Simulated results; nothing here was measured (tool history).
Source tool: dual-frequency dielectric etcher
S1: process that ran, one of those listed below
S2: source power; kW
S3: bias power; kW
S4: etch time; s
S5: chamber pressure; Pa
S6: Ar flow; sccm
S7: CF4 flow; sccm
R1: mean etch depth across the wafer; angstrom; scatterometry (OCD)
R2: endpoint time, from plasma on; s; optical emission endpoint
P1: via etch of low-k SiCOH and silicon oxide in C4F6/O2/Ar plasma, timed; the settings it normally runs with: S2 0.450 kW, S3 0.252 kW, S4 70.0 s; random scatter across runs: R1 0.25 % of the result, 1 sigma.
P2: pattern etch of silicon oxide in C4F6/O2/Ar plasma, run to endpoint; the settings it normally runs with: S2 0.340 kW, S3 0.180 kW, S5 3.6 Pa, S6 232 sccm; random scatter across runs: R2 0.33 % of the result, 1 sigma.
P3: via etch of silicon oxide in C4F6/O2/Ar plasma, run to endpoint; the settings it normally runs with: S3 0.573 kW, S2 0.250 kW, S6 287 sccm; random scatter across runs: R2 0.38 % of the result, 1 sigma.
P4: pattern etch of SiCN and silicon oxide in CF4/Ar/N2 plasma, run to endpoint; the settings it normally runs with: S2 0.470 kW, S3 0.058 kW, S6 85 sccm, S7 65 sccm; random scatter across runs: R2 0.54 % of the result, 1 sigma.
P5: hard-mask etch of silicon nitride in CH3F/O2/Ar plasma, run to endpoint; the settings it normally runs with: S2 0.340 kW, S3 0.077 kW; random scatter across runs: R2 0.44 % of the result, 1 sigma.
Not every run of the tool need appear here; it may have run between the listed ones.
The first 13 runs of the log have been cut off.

run 14 hour=105.5 | S1=P1 S2=0.450 S3=0.252 S4=42.0 | R1=1372.1
run 15 hour=115.7 | S1=P1 S2=0.290 S3=0.302 S4=70.0 | R1=2058.2
run 16 hour=122.8 | S1=P1 S2=0.330 S3=0.252 S4=70.0 | R1=2027.0
run 17 hour=133.2 | S1=P5 S2=0.340 S3=0.077 | R2=61.6070
run 18 hour=140.7 | S1=P4 S2=0.470 S3=0.058 S6=85 S7=65 | R2=12.7750
run 19 hour=147.3 | S1=P1 S2=0.450 S3=0.171 S4=70.0 | R1=2023.0
run 20 hour=153.0 | S1=P4 S2=0.470 S3=0.058 S6=59 S7=65 | R2=12.0900
run 21 hour=159.8 | S1=P1 S2=0.450 S3=0.252 S4=70.0 | R1=2285.9
run 22 hour=168.5 | S1=P4 S2=0.470 S3=0.058 S6=85 S7=47 | R2=13.4660
run 23 hour=176.0 | S1=P5 S2=0.340 S3=0.077 | R2=62.3000
run 24 hour=182.6 | S1=P3 S2=0.250 S3=0.573 S6=207 | R2=22.4710
run 25 hour=189.3 | S1=P2 S2=0.340 S3=0.225 S5=3.6 S6=232 | R2=12.7440
run 26 hour=197.0 | S1=P1 S2=0.620 S3=0.252 S4=56.5 | R1=2090.8
run 27 hour=205.6 | S1=P5 S2=0.340 S3=0.108 | R2=54.8080
run 28 hour=211.9 | S1=P2 S2=0.340 S3=0.180 S5=5.1 S6=232 | R2=14.3820
run 29 hour=222.5 | S1=P1 S2=0.450 S3=0.252 S4=70.0 | R1=2281.8
run 30 hour=232.3 | S1=P2 S2=0.340 S3=0.180 S5=3.6 S6=283 | R2=14.0150
run 31 hour=238.7 | S1=P1 S2=0.450 S3=0.252 S4=101.0 | R1=3311.3
run 32 hour=248.8 | S1=P1 S2=0.450 S3=0.329 S4=70.0 | R1=2508.1
run 33 hour=256.0 | S1=P1 S2=0.450 S3=0.252 S4=70.0 | R1=2283.6

Predict the results of run 34:
run 34 hour=263.3 | S1=P1 S2=0.450 S3=0.252 S4=70.0 | R1=?

{"run 34": {"R1": 2273.1}}
